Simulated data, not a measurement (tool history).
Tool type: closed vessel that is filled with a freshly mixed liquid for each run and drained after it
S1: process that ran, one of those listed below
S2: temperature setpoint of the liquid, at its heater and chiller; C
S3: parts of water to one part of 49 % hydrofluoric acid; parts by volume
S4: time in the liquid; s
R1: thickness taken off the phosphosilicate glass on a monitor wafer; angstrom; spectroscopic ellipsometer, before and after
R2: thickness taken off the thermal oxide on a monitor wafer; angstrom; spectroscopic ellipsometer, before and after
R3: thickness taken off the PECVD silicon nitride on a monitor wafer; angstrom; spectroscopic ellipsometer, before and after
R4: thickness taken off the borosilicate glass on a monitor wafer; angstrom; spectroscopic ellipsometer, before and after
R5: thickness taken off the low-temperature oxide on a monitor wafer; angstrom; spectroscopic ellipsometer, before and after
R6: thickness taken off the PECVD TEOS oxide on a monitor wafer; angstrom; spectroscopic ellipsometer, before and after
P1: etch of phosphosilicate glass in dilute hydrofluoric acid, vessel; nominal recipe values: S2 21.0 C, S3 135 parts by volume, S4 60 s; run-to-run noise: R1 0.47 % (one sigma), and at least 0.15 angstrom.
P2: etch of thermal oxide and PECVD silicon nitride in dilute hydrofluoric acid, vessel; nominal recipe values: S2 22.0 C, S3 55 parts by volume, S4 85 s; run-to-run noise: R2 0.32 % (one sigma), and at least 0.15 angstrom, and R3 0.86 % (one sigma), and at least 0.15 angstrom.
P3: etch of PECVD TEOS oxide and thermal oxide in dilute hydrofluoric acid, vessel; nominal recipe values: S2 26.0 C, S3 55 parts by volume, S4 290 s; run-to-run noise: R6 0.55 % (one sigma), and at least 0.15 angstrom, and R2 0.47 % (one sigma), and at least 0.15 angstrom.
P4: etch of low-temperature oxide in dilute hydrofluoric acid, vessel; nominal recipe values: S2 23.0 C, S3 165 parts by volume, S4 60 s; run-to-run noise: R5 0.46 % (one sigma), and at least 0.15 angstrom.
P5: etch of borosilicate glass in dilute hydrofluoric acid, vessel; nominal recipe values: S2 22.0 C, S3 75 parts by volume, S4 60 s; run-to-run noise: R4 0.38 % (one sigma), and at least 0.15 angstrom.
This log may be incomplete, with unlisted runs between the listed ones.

| run | hour | S1 | S2 | S3 | S4 | R1 | R2 | R3 | R4 | R5 | R6 |
|---|---|---|---|---|---|---|---|---|---|---|---|
| 1 | 8.9 | P1 | 21.0 | 135 | 60 | 376.76 |  |  |  |  |  |
| 2 | 16.5 | P1 | 24.5 | 70 | 60 | 908.58 |  |  |  |  |  |
| 3 | 23.1 | P2 | 17.5 | 55 | 85 |  | 57.762 | 18.849 |  |  |  |
| 4 | 30.0 | P1 | 17.0 | 135 | 60 | 321.24 |  |  |  |  |  |
| 5 | 34.7 | P5 | 22.0 | 75 | 60 |  |  |  | 242.88 |  |  |
| 6 | 41.7 | P5 | 22.0 | 125 | 60 |  |  |  | 138.24 |  |  |
| 7 | 48.3 | P4 | 23.0 | 165 | 60 |  |  |  |  | 78.093 |  |
| 8 | 57.1 | P5 | 22.0 | 75 | 60 |  |  |  | 244.78 |  |  |
| 9 | 62.3 | P1 | 21.0 | 45 | 30 | 626.78 |  |  |  |  |  |
| 10 | 68.0 | P1 | 21.0 | 135 | 90 | 567.48 |  |  |  |  |  |
| 11 | 74.1 | P1 | 21.0 | 135 | 60 | 378.82 |  |  |  |  |  |
| 12 | 78.8 | P3 | 26.0 | 20 | 290 |  | 769.760 |  |  |  | 1613.40 |
| 13 | 83.4 | P4 | 23.0 | 165 | 105 |  |  |  |  | 136.260 |  |
| 14 | 93.3 | P3 | 26.0 | 55 | 530 |  | 489.440 |  |  |  | 1026.50 |
| 15 | 102.8 | P1 | 21.0 | 135 | 30 | 188.18 |  |  |  |  |  |
| 16 | 108.7 | P1 | 21.0 | 135 | 60 | 376.79 |  |  |  |  |  |
| 17 | 115.9 | P5 | 25.5 | 75 | 60 |  |  |  | 280.45 |  |  |
| 18 | 124.4 | P1 | 21.0 | 235 | 60 | 195.44 |  |  |  |  |  |
| 19 | 132.1 | P2 | 22.0 | 25 | 85 |  | 160.630 | 55.834 |  |  |  |
| 20 | 139.6 | P4 | 23.0 | 290 | 60 |  |  |  |  | 39.351 |  |
| 21 | 149.9 | P2 | 22.0 | 55 | 140 |  | 116.270 | 43.261 |  |  |  |
| 22 | 160.4 | P1 | 24.5 | 135 | 60 | 437.92 |  |  |  |  |  |
| 23 | 166.7 | P2 | 22.0 | 55 | 85 |  | 70.883 | 25.820 |  |  |  |
| 24 | 173.5 | P4 | 29.5 | 165 | 60 |  |  |  |  | 100.700 |  |
| 25 | 179.0 | P3 | 30.0 | 55 | 290 |  | 310.140 |  |  |  | 655.68 |
| 26 | 188.0 | P1 | 21.0 | 135 | 60 | 373.87 |  |  |  |  |  |
| 27 | 195.9 | P3 | 26.0 | 55 | 290 |  | 267.530 |  |  |  | 563.08 |
| 28 | 204.2 | P5 | 22.0 | 75 | 30 |  |  |  | 120.45 |  |  |
| 29 | 209.4 | P1 | 21.0 | 40 | 60 | 1426.40 |  |  |  |  |  |
| 30 | 215.6 | P1 | 21.0 | 135 | 60 | 379.38 |  |  |  |  |  |
| 31 | 221.2 | P1 | 21.0 | 135 | 60 | 384.10 |  |  |  |  |  |
| 32 | 227.3 | P1 | 21.0 | 135 | 60 | 394.18 |  |  |  |  |  |
| 33 | 236.7 | P1 | 21.0 | 135 | 60 | 396.73 |  |  |  |  |  |
| 34 | 243.8 | P1 | 21.0 | 135 | 60 | 400.96 |  |  |  |  |  |
| 35 | 248.4 | P1 | 21.0 | 135 | 60 | 403.75 |  |  |  |  |  |
| 36 | 257.8 | P1 | 21.0 | 135 | 60 | 405.29 |  |  |  |  |  |
| 37 | 264.5 | P1 | 21.0 | 135 | 60 | 404.90 |  |  |  |  |  |
| 38 | 272.1 | P1 | 21.0 | 135 | 60 | 404.69 |  |  |  |  |  |
| 39 | 278.2 | P1 | 21.0 | 135 | 60 | 406.79 |  |  |  |  |  |
| 40 | 285.3 | P1 | 21.0 | 135 | 60 | 408.57 |  |  |  |  |  |
| 41 | 293.2 | P1 | 21.0 | 135 | 60 | 402.03 |  |  |  |  |  |

The output of P1 has drifted from where it used to be. Each of the 2 causes below, taken at the size shown beside it, accounts for the log equally well:
A: hydrofluoric acid flow above the setpoint (%) = 6.96
B: liquid hotter than its thermometer reads (K) = 1.96
The gradual shift began around hour 215.6.

You are offered 4 check runs, listed below with question marks in place of their results; each one averages 2 wafers. Which run separates the listed causes by giving clearly different results for each?
| check 1 | 301.1 | P4 | 23.0 | 165 | 60 |  |  |  |  | ? |  |
| check 2 | 301.1 | P5 | 22.0 | 75 | 60 |  |  |  | ? |  |  |
| check 3 | 301.1 | P2 | 22.0 | 55 | 85 |  | ? | ? |  |  |  |
| check 4 | 301.1 | P3 | 26.0 | 55 | 290 |  | ? |  |  |  | ? |

Check results expected under each cause:
| check | result | if A | if B |
|---|---|---|---|
| check 1 | R5 | 85.440 | 85.016 |
| check 2 | R4 | 261.89 | 263.62 |
| check 3 | R2 | 75.852 | 76.553 |
| check 3 | R3 | 27.813 | 29.745 |
| check 4 | R2 | 286.450 | 288.220 |
| check 4 | R6 | 602.71 | 606.44 |
Gap, in per cent, between the two causes that each check separates least, read from the result that separates them most: check 1 0.5 %; check 2 0.66 %; check 3 6.72 %; check 4 0.62 %
Only in check 3 would the causes give clearly different results; in the remaining checks their results would be nearly the same.

After running check 3, the following was obtained: R2 75.744 angstrom; R3 27.533 angstrom. Which cause does this point to?

The correct cause is A, namely: hydrofluoric acid flow above the setpoint (%).
